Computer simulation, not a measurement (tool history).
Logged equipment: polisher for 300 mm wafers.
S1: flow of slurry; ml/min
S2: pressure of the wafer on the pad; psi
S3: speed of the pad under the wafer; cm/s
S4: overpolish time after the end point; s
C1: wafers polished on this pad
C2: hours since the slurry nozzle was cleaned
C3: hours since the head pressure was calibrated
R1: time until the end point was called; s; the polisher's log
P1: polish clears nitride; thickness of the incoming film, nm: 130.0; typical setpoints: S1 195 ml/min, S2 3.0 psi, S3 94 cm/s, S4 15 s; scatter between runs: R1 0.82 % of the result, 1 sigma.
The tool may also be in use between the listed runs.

run  hour   S1   S2   S3  S4   C1     C2     C3      R1
  1   2.7  195  3.0   94  15  238  147.9  386.1  150.33
  2   5.3  195  3.0   94  30  257  150.5  388.7  151.44
  3  10.4  195  3.0  132  15  295  155.6  393.8  106.50
  4  15.0  195  3.0   94  15  329  160.2  398.4  150.28
  5  19.4  195  3.0   60  15  362  164.6  402.8  237.55
  6  23.0  195  3.0   94  15  389  168.2  406.4  149.38
  7  27.7  280  3.0   94   4  423  172.9  411.1  146.20
  8  31.1  275  3.0   94   4  449  176.3  414.5  144.86
     35.2  -- head pressure recalibrated
  9  36.2  195  2.1   94  15  487  181.4    1.0  213.77
 10  41.8  195  3.0   94   4  528  187.0    6.6  152.04
 11  45.9  195  3.8   94  15  559  191.1   10.7  118.63
 12  48.4  115  3.0   94  15  577  193.6   13.2  165.65
 13  52.1  195  3.0   94  15  605  197.3   16.9  148.93
 14  57.7  120  3.0   94  29  646  202.9   22.5  164.52
 15  61.2  305  3.0   94  15  672  206.4   26.0  143.84
 16  64.1  195  3.0   94  15  694  209.3   28.9  149.48
 17  67.9  195  3.0   94  15  722  213.1   32.7  149.03
 18  73.4  195  3.0   94  15  763  218.6   38.2  153.87

Run 19 has not been measured yet. What should we expect?
     77.8  -- head pressure recalibrated
 19  79.1  195  3.0  94  15  805  224.3  1.4   ?

{"run 19": {"R1": 157.7}}

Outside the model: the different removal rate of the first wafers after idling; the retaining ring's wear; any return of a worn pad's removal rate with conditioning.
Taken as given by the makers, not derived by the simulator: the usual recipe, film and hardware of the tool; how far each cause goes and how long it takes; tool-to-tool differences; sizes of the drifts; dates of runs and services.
